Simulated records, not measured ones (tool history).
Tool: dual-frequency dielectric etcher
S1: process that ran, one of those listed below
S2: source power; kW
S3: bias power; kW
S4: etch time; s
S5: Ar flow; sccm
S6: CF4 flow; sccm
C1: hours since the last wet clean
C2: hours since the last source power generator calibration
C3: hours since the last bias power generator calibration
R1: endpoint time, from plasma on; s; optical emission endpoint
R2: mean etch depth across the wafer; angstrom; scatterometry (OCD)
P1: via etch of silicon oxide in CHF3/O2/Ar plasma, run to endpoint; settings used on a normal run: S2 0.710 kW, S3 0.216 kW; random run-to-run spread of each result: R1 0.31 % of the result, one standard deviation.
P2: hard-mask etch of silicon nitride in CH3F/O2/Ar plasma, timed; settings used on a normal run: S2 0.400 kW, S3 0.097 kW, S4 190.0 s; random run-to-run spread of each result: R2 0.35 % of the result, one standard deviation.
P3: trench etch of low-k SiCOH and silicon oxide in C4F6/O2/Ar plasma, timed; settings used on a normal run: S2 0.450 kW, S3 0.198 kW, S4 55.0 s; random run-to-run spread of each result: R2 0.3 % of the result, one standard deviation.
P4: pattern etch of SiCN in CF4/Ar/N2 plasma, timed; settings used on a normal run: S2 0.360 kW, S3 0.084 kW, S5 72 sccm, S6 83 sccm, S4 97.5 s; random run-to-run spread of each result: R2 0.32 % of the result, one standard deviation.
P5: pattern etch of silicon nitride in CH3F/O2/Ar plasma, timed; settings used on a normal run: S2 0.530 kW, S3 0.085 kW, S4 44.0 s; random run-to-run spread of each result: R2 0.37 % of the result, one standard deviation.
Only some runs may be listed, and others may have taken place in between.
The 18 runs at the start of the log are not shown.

| run | hour | S1 | S2 | S3 | S4 | S5 | S6 | C1 | C2 | C3 | R1 | R2 |
|---|---|---|---|---|---|---|---|---|---|---|---|---|
| 19 | 83.1 | P3 | 0.450 | 0.263 | 55.0 |  |  | 427.3 | 12.8 | 1690.9 |  | 2036.20 |
| 20 | 87.4 | P2 | 0.400 | 0.097 | 190.0 |  |  | 431.6 | 17.1 | 1695.2 |  | 1428.10 |
| 21 | 91.0 | P4 | 0.470 | 0.084 | 97.5 | 72 | 83 | 435.2 | 20.7 | 1698.8 |  | 1052.70 |
| 22 | 93.5 | P1 | 0.430 | 0.216 |  |  |  | 437.7 | 23.2 | 1701.3 | 286.56 |  |
| 23 | 98.2 | P1 | 0.710 | 0.154 |  |  |  | 442.4 | 27.9 | 1706.0 | 264.54 |  |
| 24 | 102.1 | P2 | 0.260 | 0.097 | 190.0 |  |  | 446.3 | 31.8 | 1709.9 |  | 1216.00 |
| 25 | 107.5 | P3 | 0.450 | 0.198 | 72.0 |  |  | 451.7 | 37.2 | 1715.3 |  | 2416.80 |
| 26 | 110.8 | P2 | 0.400 | 0.097 | 190.0 |  |  | 455.0 | 40.5 | 1718.6 |  | 1419.80 |
| 27 | 116.2 | P4 | 0.360 | 0.084 | 138.0 | 72 | 83 | 460.4 | 45.9 | 1724.0 |  | 1181.10 |
| 28 | 120.8 | P3 | 0.280 | 0.198 | 55.0 |  |  | 465.0 | 50.5 | 1728.6 |  | 1543.30 |
| 29 | 125.2 | P4 | 0.360 | 0.084 | 97.5 | 72 | 83 | 469.4 | 54.9 | 1733.0 |  | 831.14 |
| 30 | 128.7 | P5 | 0.310 | 0.085 | 44.0 |  |  | 472.9 | 58.4 | 1736.5 |  | 290.11 |
| 31 | 134.0 | P2 | 0.400 | 0.097 | 115.5 |  |  | 478.2 | 63.7 | 1741.8 |  | 858.57 |
| 32 | 138.6 | P1 | 0.710 | 0.216 |  |  |  | 482.8 | 68.3 | 1746.4 | 236.96 |  |
| 33 | 142.1 | P1 | 0.710 | 0.216 |  |  |  | 486.3 | 71.8 | 1749.9 | 236.11 |  |

Run 34, settings as shown, results not yet in. Your forecast:
| 34 | 146.9 | P1 | 0.710 | 0.216 |  |  |  | 491.1 | 76.6 | 1754.7 | ? |  |

R1: 233.62 s
